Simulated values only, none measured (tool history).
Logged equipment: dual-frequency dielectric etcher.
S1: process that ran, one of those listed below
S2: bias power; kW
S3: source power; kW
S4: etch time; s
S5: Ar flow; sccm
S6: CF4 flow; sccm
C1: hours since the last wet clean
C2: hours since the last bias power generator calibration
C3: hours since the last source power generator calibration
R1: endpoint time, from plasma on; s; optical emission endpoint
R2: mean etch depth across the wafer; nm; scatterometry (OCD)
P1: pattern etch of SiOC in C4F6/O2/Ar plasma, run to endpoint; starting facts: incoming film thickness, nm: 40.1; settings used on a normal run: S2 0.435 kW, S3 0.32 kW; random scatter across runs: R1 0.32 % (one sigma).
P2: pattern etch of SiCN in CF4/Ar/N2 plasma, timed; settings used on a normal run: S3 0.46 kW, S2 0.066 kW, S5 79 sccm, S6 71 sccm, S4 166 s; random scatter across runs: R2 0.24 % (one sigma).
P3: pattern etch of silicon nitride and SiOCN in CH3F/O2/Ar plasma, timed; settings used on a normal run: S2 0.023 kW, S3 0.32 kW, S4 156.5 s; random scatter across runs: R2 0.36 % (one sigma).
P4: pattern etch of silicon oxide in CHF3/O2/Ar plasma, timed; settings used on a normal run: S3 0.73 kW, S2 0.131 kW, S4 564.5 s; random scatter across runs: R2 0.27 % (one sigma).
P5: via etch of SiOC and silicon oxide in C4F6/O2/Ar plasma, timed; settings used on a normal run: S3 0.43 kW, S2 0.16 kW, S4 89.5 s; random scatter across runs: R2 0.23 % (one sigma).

run	hour	S1	S2	S3	S4	S5	S6	C1	C2	C3	R1	R2
1	10.5	P1	0.435	0.32				465.8	2195.8	790.4	15.375	
2	26.4	P4	0.131	0.73	564.5			481.7	2211.7	806.3		1073.1
3	44.8	P4	0.131	0.73	697.5			500.1	2230.1	824.7		1331.6
4	57.8	P1	0.435	0.32				513.1	2243.1	837.7	15.377	
5	66.9	P1	0.601	0.21				522.2	2252.2	846.8	15.889	
6	76.1	P1	0.435	0.32				531.4	2261.4	856	15.278	
7	85.6	P1	0.609	0.2				540.9	2270.9	865.5	16.151	
8	94.4	P3	0.032	0.32	156.5			549.7	2279.7	874.3		22.946
9	106	P1	0.298	0.23				561.3	2291.3	885.9	19.935	
10	115.7	P1	0.435	0.42				571	2301	895.6	14.016	
11	133.9	P3	0.023	0.43	156.5			589.2	2319.2	913.8		21.753
12	146.3	P5	0.16	0.32	89.5			601.6	2331.6	926.2		86.695
13	157.3	P1	0.435	0.23				612.6	2342.6	937.2	17.501	
14	167.1	P1	0.435	0.32				622.4	2352.4	947	15.431	
15	175.8	P1	0.435	0.32				631.1	2361.1	955.7	15.349	
16	193.8	P2	0.066	0.46	166	79	71	649.1	2379.1	973.7		150.33
17	211.9	P2	0.066	0.46	166	79	94	667.2	2397.2	991.8		155.48
18	228	P3	0.023	0.32	156.5			683.3	2413.3	1007.9		19.666
# hour 236: wet clean of the chamber
19	241.4	P4	0.182	0.73	564.5			5.5	2426.7	1021.3		1198.3
20	258.7	P2	0.066	0.29	166	79	71	22.8	2444	1038.6		100.02
21	277.1	P1	0.576	0.32				41.2	2462.4	1057	13.908	
22	288.3	P1	0.435	0.32				52.4	2473.6	1068.2	15.405	
23	301.5	P2	0.066	0.46	108	79	71	65.6	2486.8	1081.4		97.88
24	315	P2	0.085	0.46	166	79	71	79.1	2500.3	1094.9		163.42
25	324	P3	0.023	0.32	113			88.1	2509.3	1103.9		14.153
26	340.7	P5	0.16	0.43	89.5			104.8	2526	1120.6		96.916
27	358.3	P5	0.128	0.43	89.5			122.4	2543.6	1138.2		90.84
28	367.4	P2	0.066	0.46	166	98	71	131.5	2552.7	1147.3		145.15
29	378.8	P1	0.356	0.32				142.9	2564.1	1158.7	16.585	
30	389	P4	0.131	0.45	564.5			153.1	2574.3	1168.9		888.99
31	406.7	P5	0.16	0.43	57.5			170.8	2592	1186.6		62.211
32	419.7	P1	0.435	0.32				183.8	2605	1199.6	15.388	
33	428.1	P1	0.435	0.32				192.2	2613.4	1208	15.523	
34	439.7	P1	0.435	0.32				203.8	2625	1219.6	15.59	
# hour 452.4: wet clean of the chamber
35	457.9	P1	0.435	0.32				5.6	2643.2	1237.8	15.573	
36	470.2	P1	0.435	0.32				17.9	2655.5	1250.1	15.64	
37	479.8	P1	0.435	0.32				27.5	2665.1	1259.7	15.575	
38	488	P1	0.435	0.32				35.7	2673.3	1267.9	15.637	

P1 no longer gives what it gave before; its output has crept away from where it was. The following 2 causes, each at its listed size, fit the log equally well:
A: source power that arrives under what is set, % = 4.25
B: bias power that arrives under what is set, % = 4.26
The onset of the drift is placed at about hour 419.7.
Excluded causes, each with its reason:
chamber walls in a state that lowers the etch rate, %: maintenance at hour 452.4, after the shift began, did not return the process to its former output

Question marks stand in for the results of the 4 check runs listed below, each run on one wafer. Under which run would the listed causes show clearly different results?
check 1	496.2	P2	0.066	0.46	166	79	71					?
check 2	496.2	P4	0.131	0.73	564.5							?
check 3	496.2	P5	0.16	0.43	89.5							?
check 4	496.2	P3	0.023	0.32	156.5							?

Predicted outcomes, by check and by cause:
check	result	if A	if B
check 1	R2	144.46	148
check 2	R2	1058.4	1062.3
check 3	R2	95.552	95.881
check 4	R2	19.305	19.212
Separation of the two closest causes in each check, using whichever result separates them best: check 1 2.42 %; check 2 0.36 %; check 3 0.34 %; check 4 0.48 %
The causes can be told apart only by check 1. The other checks would give nearly the same results under each of them.

Check 1 was then run and gave: R2 145.01 nm. Which cause is it?

Of the candidate causes, it is A: source power that arrives under what is set, %.

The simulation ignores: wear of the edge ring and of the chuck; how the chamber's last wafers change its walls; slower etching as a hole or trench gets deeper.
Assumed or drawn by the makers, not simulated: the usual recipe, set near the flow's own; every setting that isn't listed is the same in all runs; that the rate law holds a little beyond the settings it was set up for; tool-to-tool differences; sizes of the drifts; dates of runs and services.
